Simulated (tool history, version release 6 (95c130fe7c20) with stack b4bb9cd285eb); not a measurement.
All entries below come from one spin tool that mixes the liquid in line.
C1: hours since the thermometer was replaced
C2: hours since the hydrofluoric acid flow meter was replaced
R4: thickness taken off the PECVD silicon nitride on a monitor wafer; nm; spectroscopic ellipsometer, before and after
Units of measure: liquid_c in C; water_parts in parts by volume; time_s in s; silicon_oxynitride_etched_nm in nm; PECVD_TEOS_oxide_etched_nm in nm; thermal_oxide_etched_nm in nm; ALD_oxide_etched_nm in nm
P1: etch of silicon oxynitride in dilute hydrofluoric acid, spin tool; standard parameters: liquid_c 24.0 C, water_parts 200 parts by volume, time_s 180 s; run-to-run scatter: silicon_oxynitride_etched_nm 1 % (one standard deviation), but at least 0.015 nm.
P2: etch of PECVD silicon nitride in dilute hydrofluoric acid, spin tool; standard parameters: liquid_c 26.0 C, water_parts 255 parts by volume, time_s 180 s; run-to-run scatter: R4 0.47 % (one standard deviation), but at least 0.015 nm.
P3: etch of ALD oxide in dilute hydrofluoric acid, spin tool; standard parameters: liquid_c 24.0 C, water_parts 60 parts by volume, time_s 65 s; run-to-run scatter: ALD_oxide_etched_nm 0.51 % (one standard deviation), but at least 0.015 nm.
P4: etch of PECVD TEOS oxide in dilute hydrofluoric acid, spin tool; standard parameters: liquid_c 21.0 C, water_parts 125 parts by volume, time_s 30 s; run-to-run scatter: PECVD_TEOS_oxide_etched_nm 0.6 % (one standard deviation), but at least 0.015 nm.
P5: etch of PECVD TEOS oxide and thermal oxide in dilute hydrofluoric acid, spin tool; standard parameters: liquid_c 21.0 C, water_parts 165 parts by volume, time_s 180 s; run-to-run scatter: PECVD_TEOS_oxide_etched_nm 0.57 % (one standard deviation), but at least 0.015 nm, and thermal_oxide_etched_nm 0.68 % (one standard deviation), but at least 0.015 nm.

{"run": 1, "hour": 7.7, "process": "P1", "liquid_c": 24.0, "water_parts": 200, "time_s": 180, "C1": 258.3, "C2": 250.1, "silicon_oxynitride_etched_nm": 2.3274}
{"run": 2, "hour": 13.2, "process": "P5", "liquid_c": 21.0, "water_parts": 60, "time_s": 180, "C1": 263.8, "C2": 255.6, "PECVD_TEOS_oxide_etched_nm": 23.743, "thermal_oxide_etched_nm": 13.68}
{"run": 3, "hour": 21.5, "process": "P1", "liquid_c": 24.0, "water_parts": 35, "time_s": 180, "C1": 272.1, "C2": 263.9, "silicon_oxynitride_etched_nm": 15.088}
{"run": 4, "hour": 29.5, "process": "P4", "liquid_c": 17.0, "water_parts": 125, "time_s": 30, "C1": 280.1, "C2": 271.9, "PECVD_TEOS_oxide_etched_nm": 4.9813}
{"run": 5, "hour": 40.4, "process": "P2", "liquid_c": 26.0, "water_parts": 255, "time_s": 180, "C1": 291.0, "C2": 282.8, "R4": 4.6519}
{"run": 6, "hour": 50.4, "process": "P2", "liquid_c": 26.0, "water_parts": 255, "time_s": 80, "C1": 301.0, "C2": 292.8, "R4": 2.0788}
{"run": 7, "hour": 62.0, "process": "P4", "liquid_c": 21.0, "water_parts": 125, "time_s": 15, "C1": 312.6, "C2": 304.4, "PECVD_TEOS_oxide_etched_nm": 2.9627}
{"run": 8, "hour": 70.2, "process": "P1", "liquid_c": 28.0, "water_parts": 200, "time_s": 180, "C1": 320.8, "C2": 312.6, "silicon_oxynitride_etched_nm": 2.7755}
{"run": 9, "hour": 79.9, "process": "P3", "liquid_c": 29.0, "water_parts": 60, "time_s": 65, "C1": 330.5, "C2": 322.3, "ALD_oxide_etched_nm": 42.605}
{"run": 10, "hour": 87.4, "process": "P4", "liquid_c": 21.0, "water_parts": 125, "time_s": 30, "C1": 338.0, "C2": 329.8, "PECVD_TEOS_oxide_etched_nm": 5.8441}
{"run": 11, "hour": 97.6, "process": "P5", "liquid_c": 21.0, "water_parts": 165, "time_s": 180, "C1": 348.2, "C2": 340.0, "PECVD_TEOS_oxide_etched_nm": 7.6584, "thermal_oxide_etched_nm": 4.3987}
{"run": 12, "hour": 105.5, "process": "P5", "liquid_c": 21.0, "water_parts": 165, "time_s": 15, "C1": 356.1, "C2": 347.9, "PECVD_TEOS_oxide_etched_nm": 0.6738, "thermal_oxide_etched_nm": 0.35866}
{"run": 13, "hour": 111.9, "process": "P1", "liquid_c": 24.0, "water_parts": 200, "time_s": 50, "C1": 362.5, "C2": 354.3, "silicon_oxynitride_etched_nm": 0.6071}
{"run": 14, "hour": 117.5, "process": "P1", "liquid_c": 17.0, "water_parts": 200, "time_s": 295, "C1": 368.1, "C2": 359.9, "silicon_oxynitride_etched_nm": 2.7706}
{"run": 15, "hour": 126.9, "process": "P2", "liquid_c": 26.0, "water_parts": 410, "time_s": 180, "C1": 377.5, "C2": 369.3, "R4": 2.8699}
{"run": 16, "hour": 136.0, "process": "P5", "liquid_c": 21.0, "water_parts": 165, "time_s": 180, "C1": 386.6, "C2": 378.4, "PECVD_TEOS_oxide_etched_nm": 7.7381, "thermal_oxide_etched_nm": 4.442}
{"run": 17, "hour": 146.4, "process": "P3", "liquid_c": 24.0, "water_parts": 60, "time_s": 65, "C1": 397.0, "C2": 388.8, "ALD_oxide_etched_nm": 34.637}
{"run": 18, "hour": 158.1, "process": "P2", "liquid_c": 26.0, "water_parts": 255, "time_s": 180, "C1": 408.7, "C2": 400.5, "R4": 4.694}
{"run": 19, "hour": 168.3, "process": "P1", "liquid_c": 18.0, "water_parts": 200, "time_s": 180, "C1": 418.9, "C2": 410.7, "silicon_oxynitride_etched_nm": 1.7353}
{"run": 20, "hour": 174.4, "process": "P3", "liquid_c": 24.0, "water_parts": 100, "time_s": 65, "C1": 425.0, "C2": 416.8, "ALD_oxide_etched_nm": 19.551}
{"run": 21, "hour": 181.4, "process": "P2", "liquid_c": 32.5, "water_parts": 255, "time_s": 180, "C1": 432.0, "C2": 423.8, "R4": 6.8375}
{"run": 22, "hour": 187.1, "process": "P1", "liquid_c": 24.0, "water_parts": 200, "time_s": 180, "C1": 437.7, "C2": 429.5, "silicon_oxynitride_etched_nm": 2.3063}
{"run": 23, "hour": 194.5, "process": "P1", "liquid_c": 24.0, "water_parts": 200, "time_s": 180, "C1": 445.1, "C2": 436.9, "silicon_oxynitride_etched_nm": 2.2557}
{"run": 24, "hour": 200.4, "process": "P4", "liquid_c": 21.0, "water_parts": 125, "time_s": 30, "C1": 451.0, "C2": 442.8, "PECVD_TEOS_oxide_etched_nm": 5.9266}

For run 25, what comes out?
{"run": 25, "hour": 210.7, "process": "P1", "liquid_c": 24.0, "water_parts": 295, "time_s": 180, "C1": 461.3, "C2": 453.1, "silicon_oxynitride_etched_nm": "?"}

Run 25 yielded silicon_oxynitride_etched_nm 1.4685 nm.
